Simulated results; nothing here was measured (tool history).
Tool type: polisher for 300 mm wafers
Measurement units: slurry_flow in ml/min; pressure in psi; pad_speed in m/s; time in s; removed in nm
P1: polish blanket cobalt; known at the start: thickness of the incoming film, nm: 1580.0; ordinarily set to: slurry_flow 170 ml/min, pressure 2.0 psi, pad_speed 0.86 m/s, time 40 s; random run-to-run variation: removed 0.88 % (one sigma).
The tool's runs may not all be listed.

| run | hour | slurry_flow | pressure | pad_speed | time | wafers polished on this pad | hours since the slurry nozzle was cleaned | hours since the head pressure was calibrated | removed |
|---|---|---|---|---|---|---|---|---|---|
| 1 | 7.7 | 170 | 2.0 | 0.86 | 40 | 322 | 461.7 | 349.3 | 205.430 |
| 2 | 14.8 | 170 | 2.0 | 0.86 | 56 | 409 | 468.8 | 356.4 | 287.930 |
| 3 | 20.1 | 170 | 2.0 | 0.86 | 40 | 474 | 474.1 | 361.7 | 201.990 |
| 4 | 27.7 | 170 | 2.0 | 1.26 | 40 | 567 | 481.7 | 369.3 | 300.980 |
| 5 | 36.5 | 170 | 2.0 | 0.86 | 40 | 674 | 490.5 | 378.1 | 206.480 |
| 6 | 43.1 | 170 | 2.0 | 0.86 | 40 | 755 | 497.1 | 384.7 | 209.780 |
| 7 | 51.1 | 170 | 2.0 | 0.86 | 40 | 853 | 505.1 | 392.7 | 204.070 |
| 8 | 60.1 | 265 | 2.0 | 0.86 | 40 | 963 | 514.1 | 401.7 | 217.880 |
| 9 | 67.6 | 170 | 2.0 | 0.86 | 25 | 1055 | 521.6 | 409.2 | 130.180 |
| 10 | 74.0 | 170 | 0.9 | 0.86 | 40 | 1133 | 528.0 | 415.6 | 92.006 |
| 11 | 80.4 | 170 | 3.2 | 0.86 | 40 | 1211 | 534.4 | 422.0 | 328.660 |
| 12 | 89.3 | 170 | 2.0 | 0.86 | 40 | 1320 | 543.3 | 430.9 | 203.870 |
| 13 | 94.6 | 120 | 2.0 | 0.86 | 40 | 1385 | 548.6 | 436.2 | 192.260 |
| 14 | 101.2 | 170 | 2.0 | 0.86 | 40 | 1466 | 555.2 | 442.8 | 206.380 |
| 15 | 106.0 | 100 | 2.9 | 0.86 | 40 | 1524 | 560.0 | 447.6 | 268.590 |
| 16 | 111.3 | 170 | 2.0 | 1.16 | 61 | 1589 | 565.3 | 452.9 | 423.130 |
|  | 114.1 | head pressure recalibrated |
| 17 | 120.5 | 170 | 1.2 | 0.86 | 28 | 1702 | 574.5 | 6.4 | 85.462 |
| 18 | 127.7 | 170 | 2.0 | 0.38 | 40 | 1790 | 581.7 | 13.6 | 90.878 |
| 19 | 134.6 | 170 | 2.0 | 0.86 | 40 | 1874 | 588.6 | 20.5 | 204.560 |
| 20 | 140.9 | 170 | 2.0 | 0.86 | 40 | 1951 | 594.9 | 26.8 | 197.530 |
| 21 | 149.9 | 170 | 2.0 | 0.86 | 40 | 2061 | 603.9 | 35.8 | 195.050 |
| 22 | 155.3 | 170 | 2.0 | 0.86 | 40 | 2127 | 609.3 | 41.2 | 190.220 |
| 23 | 163.2 | 170 | 2.0 | 0.86 | 40 | 2224 | 617.2 | 49.1 | 191.030 |

What will run 24 give?
|  | 166.3 | head pressure recalibrated |
| 24 | 172.0 | 170 | 2.0 | 0.86 | 40 | 2332 | 626.0 | 5.7 | ? |

removed: 189.110 nm

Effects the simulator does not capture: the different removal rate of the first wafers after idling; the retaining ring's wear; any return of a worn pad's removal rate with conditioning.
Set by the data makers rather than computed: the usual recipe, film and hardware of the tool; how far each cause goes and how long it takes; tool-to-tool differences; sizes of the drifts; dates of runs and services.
